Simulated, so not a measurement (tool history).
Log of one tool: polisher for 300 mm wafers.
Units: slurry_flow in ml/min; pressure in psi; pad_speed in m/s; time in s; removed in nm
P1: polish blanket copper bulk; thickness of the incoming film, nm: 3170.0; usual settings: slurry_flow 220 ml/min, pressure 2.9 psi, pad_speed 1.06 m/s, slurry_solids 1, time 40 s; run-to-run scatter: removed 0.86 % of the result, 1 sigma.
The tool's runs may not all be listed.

run	hour	slurry_flow	pressure	pad_speed	slurry_solids	time	removed
1	5.8	220	2.9	1.06	1	40	324.8
2	10.4	220	2.9	1.06	1	40	322.43
3	17.2	220	2.9	1.06	1	40	326.1
# hour 19.2: head pressure recalibrated
4	22.2	220	4.6	1.06	1	40	523.95
5	27.1	220	1.7	0.72	1	40	131.25
6	31.5	220	4	1.06	1	61	670.01
# hour 33.7: worn pad replaced by a new one
7	35.9	220	2.9	0.6	1	40	184.24
8	42.5	220	2.9	1.06	1	25	207.27
9	47.4	220	2.9	1.44	1	40	444.26
10	53.7	220	2.9	1.06	1	40	326.68
11	58	220	1.3	1.06	1	40	145.27
12	62	325	2.9	1.06	1	40	340.02
13	67.2	130	2.9	1.06	1	40	294.51
# hour 67.6: slurry nozzle cleaned
14	74.3	220	2.9	1.06	0.6	40	299.48
15	79	220	2.9	1.06	1	63	519.41
16	82.4	220	2.9	1.06	1.45	40	347.81

The next listed run, before its measurement:
17	89.4	220	2.9	1.06	1	40	?

removed: 325.13 nm
